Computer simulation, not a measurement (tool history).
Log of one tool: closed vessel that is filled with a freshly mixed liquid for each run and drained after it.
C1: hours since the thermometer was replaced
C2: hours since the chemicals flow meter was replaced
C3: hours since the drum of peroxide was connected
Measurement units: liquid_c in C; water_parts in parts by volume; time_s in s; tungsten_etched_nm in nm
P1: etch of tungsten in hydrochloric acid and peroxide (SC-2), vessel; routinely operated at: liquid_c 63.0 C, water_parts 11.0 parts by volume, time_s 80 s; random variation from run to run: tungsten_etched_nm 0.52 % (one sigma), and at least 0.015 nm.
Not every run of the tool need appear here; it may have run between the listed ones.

{"run": 1, "hour": 17.0, "liquid_c": 63.0, "water_parts": 11.0, "time_s": 80, "C1": 396.7, "C2": 90.7, "C3": 460.3, "tungsten_etched_nm": 19.132}
{"run": 2, "hour": 25.7, "liquid_c": 63.0, "water_parts": 16.5, "time_s": 80, "C1": 405.4, "C2": 99.4, "C3": 469.0, "tungsten_etched_nm": 13.519}
{"run": 3, "hour": 41.1, "liquid_c": 63.0, "water_parts": 11.0, "time_s": 30, "C1": 420.8, "C2": 114.8, "C3": 484.4, "tungsten_etched_nm": 7.2347}
{"run": 4, "hour": 57.1, "liquid_c": 63.0, "water_parts": 11.0, "time_s": 160, "C1": 436.8, "C2": 130.8, "C3": 500.4, "tungsten_etched_nm": 38.183}
{"run": 5, "hour": 74.7, "liquid_c": 72.0, "water_parts": 11.0, "time_s": 80, "C1": 454.4, "C2": 148.4, "C3": 518.0, "tungsten_etched_nm": 32.871}
{"hour": 76.2, "done": "chemicals flow meter replaced"}
{"run": 6, "hour": 89.1, "liquid_c": 63.0, "water_parts": 4.0, "time_s": 80, "C1": 468.8, "C2": 13.0, "C3": 532.4, "tungsten_etched_nm": 41.456}
{"run": 7, "hour": 101.3, "liquid_c": 71.5, "water_parts": 16.5, "time_s": 80, "C1": 481.0, "C2": 25.2, "C3": 544.6, "tungsten_etched_nm": 22.415}
{"run": 8, "hour": 112.7, "liquid_c": 70.0, "water_parts": 11.0, "time_s": 30, "C1": 492.4, "C2": 36.6, "C3": 556.0, "tungsten_etched_nm": 10.925}
{"run": 9, "hour": 122.1, "liquid_c": 63.0, "water_parts": 11.0, "time_s": 80, "C1": 501.8, "C2": 46.0, "C3": 565.4, "tungsten_etched_nm": 19.3}
{"run": 10, "hour": 131.3, "liquid_c": 63.0, "water_parts": 11.0, "time_s": 80, "C1": 511.0, "C2": 55.2, "C3": 574.6, "tungsten_etched_nm": 19.296}
{"run": 11, "hour": 144.9, "liquid_c": 63.0, "water_parts": 11.0, "time_s": 80, "C1": 524.6, "C2": 68.8, "C3": 588.2, "tungsten_etched_nm": 19.268}
{"run": 12, "hour": 162.4, "liquid_c": 63.0, "water_parts": 11.0, "time_s": 80, "C1": 542.1, "C2": 86.3, "C3": 605.7, "tungsten_etched_nm": 19.16}
{"run": 13, "hour": 180.2, "liquid_c": 50.0, "water_parts": 11.0, "time_s": 80, "C1": 559.9, "C2": 104.1, "C3": 623.5, "tungsten_etched_nm": 8.3447}
{"run": 14, "hour": 198.0, "liquid_c": 63.0, "water_parts": 11.0, "time_s": 80, "C1": 577.7, "C2": 121.9, "C3": 641.3, "tungsten_etched_nm": 19.057}
{"run": 15, "hour": 214.1, "liquid_c": 63.0, "water_parts": 11.0, "time_s": 80, "C1": 593.8, "C2": 138.0, "C3": 657.4, "tungsten_etched_nm": 18.539}
{"run": 16, "hour": 222.1, "liquid_c": 63.0, "water_parts": 11.0, "time_s": 80, "C1": 601.8, "C2": 146.0, "C3": 665.4, "tungsten_etched_nm": 18.207}
{"run": 17, "hour": 231.0, "liquid_c": 63.0, "water_parts": 11.0, "time_s": 80, "C1": 610.7, "C2": 154.9, "C3": 674.3, "tungsten_etched_nm": 18.001}
{"run": 18, "hour": 239.8, "liquid_c": 63.0, "water_parts": 11.0, "time_s": 80, "C1": 619.5, "C2": 163.7, "C3": 683.1, "tungsten_etched_nm": 17.841}
{"hour": 254.6, "done": "new drum of peroxide connected"}
{"run": 19, "hour": 258.2, "liquid_c": 63.0, "water_parts": 11.0, "time_s": 80, "C1": 637.9, "C2": 182.1, "C3": 3.7, "tungsten_etched_nm": 17.729}
{"run": 20, "hour": 274.4, "liquid_c": 63.0, "water_parts": 11.0, "time_s": 80, "C1": 654.1, "C2": 198.3, "C3": 19.9, "tungsten_etched_nm": 17.697}
{"run": 21, "hour": 289.0, "liquid_c": 63.0, "water_parts": 11.0, "time_s": 80, "C1": 668.7, "C2": 212.9, "C3": 34.5, "tungsten_etched_nm": 17.521}

Forecast run 22:
{"run": 22, "hour": 301.3, "liquid_c": 63.0, "water_parts": 11.0, "time_s": 80, "C1": 681.0, "C2": 225.2, "C3": 46.8, "tungsten_etched_nm": "?"}

Run 22 gave tungsten_etched_nm 17.6250 nm.

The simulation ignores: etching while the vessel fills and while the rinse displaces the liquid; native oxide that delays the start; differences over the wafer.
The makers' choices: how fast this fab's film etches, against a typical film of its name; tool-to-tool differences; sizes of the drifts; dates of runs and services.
